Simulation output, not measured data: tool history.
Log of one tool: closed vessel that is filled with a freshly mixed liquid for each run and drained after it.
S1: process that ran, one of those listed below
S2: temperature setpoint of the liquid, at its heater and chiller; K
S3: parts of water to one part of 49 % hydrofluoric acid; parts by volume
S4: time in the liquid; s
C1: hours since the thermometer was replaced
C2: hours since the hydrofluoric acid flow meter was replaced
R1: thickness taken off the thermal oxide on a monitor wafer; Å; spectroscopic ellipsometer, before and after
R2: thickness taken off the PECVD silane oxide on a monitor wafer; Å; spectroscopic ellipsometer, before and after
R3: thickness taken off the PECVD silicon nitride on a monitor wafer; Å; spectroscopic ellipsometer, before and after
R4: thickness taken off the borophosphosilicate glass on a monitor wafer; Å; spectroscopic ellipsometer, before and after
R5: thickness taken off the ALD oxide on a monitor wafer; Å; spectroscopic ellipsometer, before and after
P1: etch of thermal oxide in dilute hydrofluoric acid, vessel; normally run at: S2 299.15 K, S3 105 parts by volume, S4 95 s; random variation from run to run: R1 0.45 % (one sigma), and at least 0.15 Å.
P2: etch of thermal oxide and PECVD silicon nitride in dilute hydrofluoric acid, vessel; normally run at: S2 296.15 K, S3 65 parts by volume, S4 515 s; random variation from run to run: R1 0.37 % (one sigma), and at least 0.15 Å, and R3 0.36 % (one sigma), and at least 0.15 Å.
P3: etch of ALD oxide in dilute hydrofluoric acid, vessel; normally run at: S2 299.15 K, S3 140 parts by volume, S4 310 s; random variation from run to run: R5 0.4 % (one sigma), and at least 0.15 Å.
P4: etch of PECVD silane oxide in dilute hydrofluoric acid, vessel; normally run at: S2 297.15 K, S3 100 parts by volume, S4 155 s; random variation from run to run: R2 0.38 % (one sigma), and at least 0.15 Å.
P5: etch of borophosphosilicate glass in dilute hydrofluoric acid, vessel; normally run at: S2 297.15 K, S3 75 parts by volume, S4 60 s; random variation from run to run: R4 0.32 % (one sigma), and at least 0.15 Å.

Run 1, hour 4.1: S1 P1, S2 299.15 K, S3 105 parts by volume, S4 95 s; C1 196.1; C2 499.7. Result: R1 47.3920 Å.
Run 2, hour 8.0: S1 P4, S2 297.15 K, S3 100 parts by volume, S4 155 s; C1 200.0; C2 503.6. Result: R2 227.110 Å.
Run 3, hour 11.4: S1 P2, S2 296.15 K, S3 65 parts by volume, S4 515 s; C1 203.4; C2 507.0. Result: R1 368.9900 Å, R3 127.8600 Å.
Run 4, hour 17.2: S1 P1, S2 299.15 K, S3 105 parts by volume, S4 160 s; C1 209.2; C2 512.8. Result: R1 80.8060 Å.
Run 5, hour 24.4: S1 P2, S2 290.15 K, S3 65 parts by volume, S4 515 s; C1 216.4; C2 520.0. Result: R1 290.1200 Å, R3 84.7110 Å.
Run 6, hour 30.1: S1 P5, S2 297.15 K, S3 75 parts by volume, S4 115 s; C1 222.1; C2 525.7. Result: R4 1354.20 Å.
Run 7, hour 33.7: S1 P5, S2 297.15 K, S3 140 parts by volume, S4 60 s; C1 225.7; C2 529.3. Result: R4 349.41 Å.
Run 8, hour 37.0: S1 P1, S2 299.15 K, S3 160 parts by volume, S4 30 s; C1 229.0; C2 532.6. Result: R1 9.1133 Å.
Run 9, hour 43.6: S1 P4, S2 297.15 K, S3 100 parts by volume, S4 155 s; C1 235.6; C2 539.2. Result: R2 225.860 Å.
Run 10, hour 49.3: S1 P5, S2 297.15 K, S3 75 parts by volume, S4 60 s; C1 241.3; C2 544.9. Result: R4 714.88 Å.
Run 11, hour 55.6: S1 P3, S2 299.15 K, S3 140 parts by volume, S4 140 s; C1 247.6; C2 551.2. Result: R5 180.65 Å.
Run 12, hour 61.5: S1 P1, S2 291.15 K, S3 105 parts by volume, S4 145 s; C1 253.5; C2 557.1. Result: R1 52.8860 Å.
At hour 65.6: thermometer replaced.
Run 13, hour 67.7: S1 P4, S2 297.15 K, S3 165 parts by volume, S4 155 s; C1 2.1; C2 563.3. Result: R2 127.010 Å.
Run 14, hour 73.3: S1 P1, S2 299.15 K, S3 105 parts by volume, S4 95 s; C1 7.7; C2 568.9. Result: R1 47.3140 Å.
Run 15, hour 76.7: S1 P1, S2 299.15 K, S3 105 parts by volume, S4 95 s; C1 11.1; C2 572.3. Result: R1 47.8950 Å.
Run 16, hour 81.0: S1 P2, S2 296.15 K, S3 65 parts by volume, S4 30 s; C1 15.4; C2 576.6. Result: R1 21.4500 Å, R3 7.4527 Å.
Run 17, hour 85.4: S1 P1, S2 293.15 K, S3 185 parts by volume, S4 95 s; C1 19.8; C2 581.0. Result: R1 19.7270 Å.
Run 18, hour 91.3: S1 P1, S2 299.15 K, S3 105 parts by volume, S4 95 s; C1 25.7; C2 586.9. Result: R1 47.6290 Å.
Run 19, hour 95.4: S1 P1, S2 299.15 K, S3 105 parts by volume, S4 95 s; C1 29.8; C2 591.0. Result: R1 47.2040 Å.
Run 20, hour 102.1: S1 P2, S2 296.15 K, S3 35 parts by volume, S4 515 s; C1 36.5; C2 597.7. Result: R1 721.7800 Å, R3 234.4200 Å.
Run 21, hour 109.0: S1 P3, S2 306.65 K, S3 140 parts by volume, S4 310 s; C1 43.4; C2 604.6. Result: R5 526.57 Å.
Run 22, hour 112.6: S1 P4, S2 305.15 K, S3 100 parts by volume, S4 155 s; C1 47.0; C2 608.2. Result: R2 304.990 Å.
Run 23, hour 119.0: S1 P5, S2 303.65 K, S3 75 parts by volume, S4 60 s; C1 53.4; C2 614.6. Result: R4 922.76 Å.
Run 24, hour 124.1: S1 P1, S2 299.15 K, S3 150 parts by volume, S4 95 s; C1 58.5; C2 619.7. Result: R1 31.3400 Å.
Run 25, hour 128.8: S1 P1, S2 299.15 K, S3 45 parts by volume, S4 95 s; C1 63.2; C2 624.4. Result: R1 120.1600 Å.
Run 26, hour 134.8: S1 P1, S2 291.65 K, S3 105 parts by volume, S4 95 s; C1 69.2; C2 630.4. Result: R1 35.3060 Å.
Run 27, hour 138.3: S1 P1, S2 299.15 K, S3 105 parts by volume, S4 95 s; C1 72.7; C2 633.9. Result: R1 47.3030 Å.
Run 28, hour 143.5: S1 P2, S2 296.15 K, S3 65 parts by volume, S4 515 s; C1 77.9; C2 639.1. Result: R1 371.7600 Å, R3 128.3800 Å.
Run 29, hour 148.9: S1 P3, S2 299.15 K, S3 140 parts by volume, S4 310 s; C1 83.3; C2 644.5. Result: R5 401.14 Å.
Run 30, hour 153.6: S1 P1, S2 299.15 K, S3 105 parts by volume, S4 40 s; C1 88.0; C2 649.2. Result: R1 19.9850 Å.
Run 31, hour 157.2: S1 P1, S2 303.65 K, S3 105 parts by volume, S4 95 s; C1 91.6; C2 652.8. Result: R1 56.2070 Å.
Run 32, hour 161.3: S1 P3, S2 299.15 K, S3 255 parts by volume, S4 310 s; C1 95.7; C2 656.9. Result: R5 194.01 Å.
Run 33, hour 168.2: S1 P4, S2 297.15 K, S3 100 parts by volume, S4 55 s; C1 102.6; C2 663.8. Result: R2 80.101 Å.
Run 34, hour 175.4: S1 P3, S2 299.15 K, S3 140 parts by volume, S4 310 s; C1 109.8; C2 671.0. Result: R5 401.43 Å.
Run 35, hour 179.8: S1 P1, S2 299.15 K, S3 105 parts by volume, S4 95 s; C1 114.2; C2 675.4. Result: R1 47.7570 Å.
Run 36, hour 185.8: S1 P1, S2 299.15 K, S3 105 parts by volume, S4 95 s; C1 120.2; C2 681.4. Result: R1 47.7610 Å.
Run 37, hour 190.3: S1 P1, S2 299.15 K, S3 105 parts by volume, S4 95 s; C1 124.7; C2 685.9. Result: R1 46.4240 Å.
Run 38, hour 196.9: S1 P1, S2 299.15 K, S3 105 parts by volume, S4 95 s; C1 131.3; C2 692.5. Result: R1 45.5970 Å.
Run 39, hour 200.3: S1 P1, S2 299.15 K, S3 105 parts by volume, S4 95 s; C1 134.7; C2 695.9. Result: R1 45.4260 Å.
Run 40, hour 206.6: S1 P1, S2 299.15 K, S3 105 parts by volume, S4 95 s; C1 141.0; C2 702.2. Result: R1 45.2970 Å.
Run 41, hour 211.7: S1 P1, S2 299.15 K, S3 105 parts by volume, S4 95 s; C1 146.1; C2 707.3. Result: R1 45.0780 Å.
Run 42, hour 218.3: S1 P1, S2 299.15 K, S3 105 parts by volume, S4 95 s; C1 152.7; C2 713.9. Result: R1 44.5350 Å.

What P1 gives has crept away from where it was. These 2 causes fit the log equally well, each at the size given:
A: hydrofluoric acid flow below the setpoint (%) = 4.95
B: liquid colder than its thermometer reads (K) = 1.48
The creep began at about hour 185.8.

4 check runs are offered, one wafer each, their results left as question marks. Which one tells the causes apart?
Run check 1, hour 224.9: S1 P3, S2 303.15 K, S3 140 parts by volume, S4 310 s. Result: R5 ?.
Run check 2, hour 224.9: S1 P5, S2 297.15 K, S3 125 parts by volume, S4 60 s. Result: R4 ?.
Run check 3, hour 224.9: S1 P2, S2 292.15 K, S3 40 parts by volume, S4 515 s. Result: R1 ?, R3 ?.
Run check 4, hour 224.9: S1 P4, S2 301.65 K, S3 145 parts by volume, S4 155 s. Result: R2 ?.

What each check would give under each cause:
  check  result      if A      if B
check 1      R5    438.97    441.76
check 2      R4    377.94    378.10
check 3      R1  498.6900  493.2300
check 3      R3  148.6200  140.6000
check 4      R2   164.400   165.340
How far apart the two closest causes lie, in the result that separates them most: check 1 0.64 %; check 2 0.04 %; check 3 5.55 %; check 4 0.57 %
Check 3 tells the causes apart: in the others they would give nearly the same result.

Check 3 was then run and gave: R1 499.9500 Å; R3 149.0800 Å. Which cause is it?

It is A: hydrofluoric acid flow below the setpoint (%).
